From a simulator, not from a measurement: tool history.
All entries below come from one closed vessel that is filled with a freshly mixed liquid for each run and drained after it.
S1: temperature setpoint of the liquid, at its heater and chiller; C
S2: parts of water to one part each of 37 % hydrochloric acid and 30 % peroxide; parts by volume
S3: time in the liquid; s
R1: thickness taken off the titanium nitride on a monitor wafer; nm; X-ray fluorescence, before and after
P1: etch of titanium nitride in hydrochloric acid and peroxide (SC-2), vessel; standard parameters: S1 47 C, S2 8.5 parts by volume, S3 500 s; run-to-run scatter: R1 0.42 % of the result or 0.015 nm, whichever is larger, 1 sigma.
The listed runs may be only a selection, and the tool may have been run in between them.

run	hour	S1	S2	S3	R1
1	7.0	47	8.5	500	19.2040
2	15.2	47	4.0	500	33.4590
3	23.8	47	8.5	955	36.8550
4	30.6	55	8.5	500	32.4120
5	35.9	35	8.5	500	8.2191
6	42.4	47	13.0	790	21.0750
7	47.6	47	8.5	500	19.0710
8	57.4	47	8.5	110	4.2243
9	65.7	47	8.5	500	19.1530
# hour 70.6: new drum of peroxide connected
10	71.3	47	8.5	500	19.2220
11	79.9	47	15.0	500	11.8650
12	88.0	47	8.5	500	19.2350

Expected results for the next run?
13	95.4	47	8.5	500	?

Run 13 gave R1 19.0100 nm.
